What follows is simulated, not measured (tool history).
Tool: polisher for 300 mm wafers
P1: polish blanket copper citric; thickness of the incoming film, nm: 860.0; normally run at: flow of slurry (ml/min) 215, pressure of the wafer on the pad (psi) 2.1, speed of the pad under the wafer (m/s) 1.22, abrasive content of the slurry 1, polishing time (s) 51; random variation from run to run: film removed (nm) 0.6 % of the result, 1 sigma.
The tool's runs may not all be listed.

run   hour  flow of slurry (ml/min)  pressure of the wafer on the pad (psi)  speed of the pad under the wafer (m/s)  abrasive content of the slurry  polishing time (s)  wafers polished on this pad  hours since the slurry nozzle was cleaned  hours since the head pressure was calibrated  hours since the slurry blender was calibrated  film removed (nm)
  1    8.6                      215                                     2.1                                    1.22                               1                  51                          461                                      340.4                                         185.6                                           57.1              114.6
  2   17.1                      300                                     2.1                                    1.22                               1                  51                          576                                      348.9                                         194.1                                           65.6             119.54
  3   30.5                      215                                     2.1                                    1.22                               1                  70                          758                                      362.3                                         207.5                                             79             158.25
  4   37.8                      215                                     2.1                                    1.22                               1                  51                          857                                      369.6                                         214.8                                           86.3             114.53
  5     47                      215                                     2.1                                    1.22                             0.5                  51                          982                                      378.8                                           224                                           95.5             98.664
  6   58.7                      215                                     2.1                                    1.22                               1                  51                         1141                                      390.5                                         235.7                                          107.2             115.02
  7   66.6                      215                                     2.1                                    0.54                               1                  51                         1248                                      398.4                                         243.6                                          115.1             53.127
  8   75.5                      325                                     2.8                                    1.22                               1                  51                         1369                                      407.3                                         252.5                                            124             158.63
  9   85.2                      215                                     2.1                                    1.22                               1                  51                         1501                                        417                                         262.2                                          133.7             114.08
 10   96.7                      130                                     2.1                                    1.22                               1                  51                         1657                                      428.5                                         273.7                                          145.2             105.87
 11  104.4                      215                                     2.1                                    1.22                               1                  51                         1762                                      436.2                                         281.4                                          152.9             115.92
 12  111.7                      215                                     2.1                                    1.92                               1                  51                         1861                                      443.5                                         288.7                                          160.2             180.55
 13  119.4                      215                                     2.1                                    1.22                               1                  36                         1965                                      451.2                                         296.4                                          167.9             81.148

Run 14 comes next. What will it give?
 14  127.9                      215                                     2.1                                    1.52                               1                  78                         2081                                      459.7                                         304.9                                          176.4                  ?

Run 14 gave film removed (nm) 219.71.
